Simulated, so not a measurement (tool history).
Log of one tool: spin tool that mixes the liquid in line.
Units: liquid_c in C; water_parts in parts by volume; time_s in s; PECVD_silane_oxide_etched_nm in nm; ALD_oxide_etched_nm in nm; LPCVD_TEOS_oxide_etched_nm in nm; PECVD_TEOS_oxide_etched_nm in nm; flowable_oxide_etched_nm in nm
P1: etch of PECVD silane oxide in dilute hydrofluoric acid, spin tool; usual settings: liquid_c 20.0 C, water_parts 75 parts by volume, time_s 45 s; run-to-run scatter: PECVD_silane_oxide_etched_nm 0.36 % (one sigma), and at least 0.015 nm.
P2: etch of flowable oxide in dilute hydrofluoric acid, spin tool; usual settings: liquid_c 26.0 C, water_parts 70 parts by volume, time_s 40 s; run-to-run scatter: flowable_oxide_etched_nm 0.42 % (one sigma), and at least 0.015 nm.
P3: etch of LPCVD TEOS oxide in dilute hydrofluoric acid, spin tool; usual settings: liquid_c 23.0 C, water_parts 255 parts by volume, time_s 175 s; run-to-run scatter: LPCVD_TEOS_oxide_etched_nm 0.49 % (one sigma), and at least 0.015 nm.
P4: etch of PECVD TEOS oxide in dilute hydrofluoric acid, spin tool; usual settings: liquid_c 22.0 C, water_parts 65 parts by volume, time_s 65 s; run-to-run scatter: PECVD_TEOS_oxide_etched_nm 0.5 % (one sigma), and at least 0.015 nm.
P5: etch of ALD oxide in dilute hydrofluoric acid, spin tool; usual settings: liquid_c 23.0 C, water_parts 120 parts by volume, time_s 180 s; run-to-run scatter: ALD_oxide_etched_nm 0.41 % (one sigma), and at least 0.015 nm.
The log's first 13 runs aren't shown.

Run 14, hour 193.3: process P1, liquid_c 20.0 C, water_parts 75 parts by volume, time_s 45 s. Result: PECVD_silane_oxide_etched_nm 17.1800 nm.
Run 15, hour 208.2: process P1, liquid_c 20.0 C, water_parts 75 parts by volume, time_s 45 s. Result: PECVD_silane_oxide_etched_nm 17.1920 nm.
Run 16, hour 223.6: process P1, liquid_c 20.0 C, water_parts 75 parts by volume, time_s 15 s. Result: PECVD_silane_oxide_etched_nm 5.6961 nm.
Run 17, hour 234.2: process P4, liquid_c 28.5 C, water_parts 65 parts by volume, time_s 65 s. Result: PECVD_TEOS_oxide_etched_nm 20.015 nm.
Run 18, hour 247.0: process P3, liquid_c 23.0 C, water_parts 255 parts by volume, time_s 175 s. Result: LPCVD_TEOS_oxide_etched_nm 14.8030 nm.
Run 19, hour 263.6: process P2, liquid_c 26.0 C, water_parts 25 parts by volume, time_s 40 s. Result: flowable_oxide_etched_nm 85.654 nm.
Run 20, hour 272.5: process P2, liquid_c 26.0 C, water_parts 70 parts by volume, time_s 15 s. Result: flowable_oxide_etched_nm 10.755 nm.
Run 21, hour 281.1: process P5, liquid_c 23.0 C, water_parts 120 parts by volume, time_s 180 s. Result: ALD_oxide_etched_nm 27.5030 nm.
Run 22, hour 296.9: process P1, liquid_c 28.0 C, water_parts 75 parts by volume, time_s 45 s. Result: PECVD_silane_oxide_etched_nm 23.7900 nm.

Run 23 comes next. What will it give?
Run 23, hour 306.5: process P1, liquid_c 17.0 C, water_parts 100 parts by volume, time_s 45 s. Result: PECVD_silane_oxide_etched_nm ?.

PECVD_silane_oxide_etched_nm: 11.0580 nm
